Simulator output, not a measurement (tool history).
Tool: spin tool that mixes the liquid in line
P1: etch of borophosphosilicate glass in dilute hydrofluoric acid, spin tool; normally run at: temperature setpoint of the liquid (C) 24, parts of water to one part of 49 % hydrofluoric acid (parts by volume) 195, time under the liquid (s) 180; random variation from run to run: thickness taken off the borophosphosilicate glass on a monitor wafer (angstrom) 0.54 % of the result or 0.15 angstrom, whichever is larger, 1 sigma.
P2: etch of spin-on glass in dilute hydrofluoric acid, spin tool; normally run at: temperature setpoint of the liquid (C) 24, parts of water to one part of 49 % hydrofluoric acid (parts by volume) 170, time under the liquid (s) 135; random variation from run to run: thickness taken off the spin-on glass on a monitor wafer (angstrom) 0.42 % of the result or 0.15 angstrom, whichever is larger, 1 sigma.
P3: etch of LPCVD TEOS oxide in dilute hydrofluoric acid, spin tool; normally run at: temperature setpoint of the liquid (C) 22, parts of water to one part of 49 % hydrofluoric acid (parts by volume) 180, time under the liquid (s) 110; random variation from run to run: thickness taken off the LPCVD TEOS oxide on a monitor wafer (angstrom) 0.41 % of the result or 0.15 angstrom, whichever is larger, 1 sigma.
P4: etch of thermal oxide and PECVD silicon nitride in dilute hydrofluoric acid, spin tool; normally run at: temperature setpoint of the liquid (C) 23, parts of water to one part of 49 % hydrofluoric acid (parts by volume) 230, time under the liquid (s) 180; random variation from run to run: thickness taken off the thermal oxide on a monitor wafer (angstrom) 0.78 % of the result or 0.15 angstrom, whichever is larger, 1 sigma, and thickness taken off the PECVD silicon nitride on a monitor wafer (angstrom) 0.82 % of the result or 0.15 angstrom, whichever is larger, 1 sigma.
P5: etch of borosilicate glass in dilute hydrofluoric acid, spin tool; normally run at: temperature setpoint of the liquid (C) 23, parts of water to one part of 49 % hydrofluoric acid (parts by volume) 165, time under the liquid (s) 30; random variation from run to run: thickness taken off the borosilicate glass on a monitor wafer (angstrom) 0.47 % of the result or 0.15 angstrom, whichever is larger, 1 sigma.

run,day,process that ran,temperature setpoint of the liquid (C),parts of water to one part of 49 % hydrofluoric acid (parts by volume),time under the liquid (s),hours since the thermometer was replaced,hours since the hydrofluoric acid flow meter was replaced,thickness taken off the borophosphosilicate glass on a monitor wafer (angstrom),thickness taken off the LPCVD TEOS oxide on a monitor wafer (angstrom),thickness taken off the thermal oxide on a monitor wafer (angstrom),thickness taken off the PECVD silicon nitride on a monitor wafer (angstrom),thickness taken off the borosilicate glass on a monitor wafer (angstrom),thickness taken off the spin-on glass on a monitor wafer (angstrom)
1,0.325,P1,24,195,180,395.7,289.1,374.23,,,,,
2,0.671,P1,30,195,40,404,297.4,102.11,,,,,
3,1.004,P1,24,195,340,412,305.4,714.35,,,,,
4,1.462,P1,24,360,180,423,316.4,170.99,,,,,
5,1.958,P1,17.5,195,180,434.9,328.3,290.37,,,,,
6,2.338,P3,22,65,110,444,337.4,,904.62,,,,
7,3.008,P4,23,230,360,460.1,353.5,,,61.517,63.044,,
8,3.342,P5,23,165,30,468.1,361.5,,,,,56.497,
9,3.871,P5,23,165,65,480.8,374.2,,,,,120.64,
10,4.288,P2,24,170,135,490.8,384.2,,,,,,182.92
11,4.821,P1,24,195,180,503.6,397,373.05,,,,,
12,5.417,P1,24,195,180,517.9,411.3,376.46,,,,,
13,6.038,P1,24,195,70,532.8,426.2,145.03,,,,,
14,6.45,P4,23,370,180,542.7,436.1,,,16.569,19.607,,
15,7.138,P5,23,165,30,559.2,452.6,,,,,55.637,
16,7.604,P2,24,170,135,570.4,463.8,,,,,,184.18
17,8.092,P3,22,180,110,582.1,475.5,,286.05,,,,
18,8.446,P2,20.5,170,135,590.6,484,,,,,,161.76
19,8.846,P3,22,180,185,600.2,493.6,,479.65,,,,
20,9.171,P1,28,195,180,608,501.4,433.73,,,,,
21,9.788,P1,24,355,260,622.8,516.2,251.93,,,,,
22,10.117,P2,24,270,135,630.7,524.1,,,,,,104.67
23,10.504,P4,23,230,180,640,533.4,,,31.069,31.494,,
24,11.008,P5,17,165,30,652.1,545.5,,,,,44.32,
25,11.667,P4,23,230,180,667.9,561.3,,,30.241,31.121,,
26,12.058,P1,24,195,180,677.3,570.7,376.86,,,,,
27,12.571,P2,24,170,210,689.6,583,,,,,,286.05
28,13.142,P3,28.5,180,110,703.3,596.7,,364.75,,,,
29,13.646,P1,24,115,180,715.4,608.8,692.86,,,,,
30,14.271,P5,23,295,30,730.4,623.8,,,,,27.485,
31,14.925,P4,17.5,230,180,746.1,639.5,,,24.362,21.731,,
32,15.438,P1,24,195,180,758.4,651.8,371.32,,,,,
33,15.825,P1,24,195,180,767.7,661.1,357.43,,,,,
34,16.254,P1,24,195,180,778,671.4,352.39,,,,,
35,16.575,P1,24,195,180,785.7,679.1,349.46,,,,,
36,16.908,P1,24,195,180,793.7,687.1,350.44,,,,,
37,17.383,P1,24,195,180,805.1,698.5,344.49,,,,,
38,17.862,P1,24,195,180,816.6,710,344.44,,,,,
39,18.258,P1,24,195,180,826.1,719.5,343.63,,,,,

What P1 gives has crept away from where it was. These 2 causes fit the log equally well, each at the size given:
A: liquid colder than its thermometer reads (K) = 2.24
B: hydrofluoric acid flow below the setpoint (%) = 6.65
The creep began at about day 15.438.

4 check runs are offered, one wafer each, their results left as question marks. Which one tells the causes apart?
check 1,18.654,P2,24,170,135,,,,,,,,?
check 2,18.654,P3,22,180,110,,,,?,,,,
check 3,18.654,P4,23,230,180,,,,,?,?,,
check 4,18.654,P5,23,165,30,,,,,,,?,

What each check would give under each cause:
check,result,if A,if B
check 1,thickness taken off the spin-on glass on a monitor wafer (angstrom),169.24,169.79
check 2,thickness taken off the LPCVD TEOS oxide on a monitor wafer (angstrom),263.48,264.69
check 3,thickness taken off the thermal oxide on a monitor wafer (angstrom),27.87,27.81
check 3,thickness taken off the PECVD silicon nitride on a monitor wafer (angstrom),27.084,29.198
check 4,thickness taken off the borosilicate glass on a monitor wafer (angstrom),51.471,51.732
How far apart the two closest causes lie, in the result that separates them most: check 1 0.33 %; check 2 0.45 %; check 3 7.52 %; check 4 0.51 %
Only check 3 tells the causes apart: in the others they would give nearly the same result.

Then check 3 was run and gave: thickness taken off the thermal oxide on a monitor wafer (angstrom) 27.713; thickness taken off the PECVD silicon nitride on a monitor wafer (angstrom) 27.184. Which cause is it?

It is A: liquid colder than its thermometer reads (K).
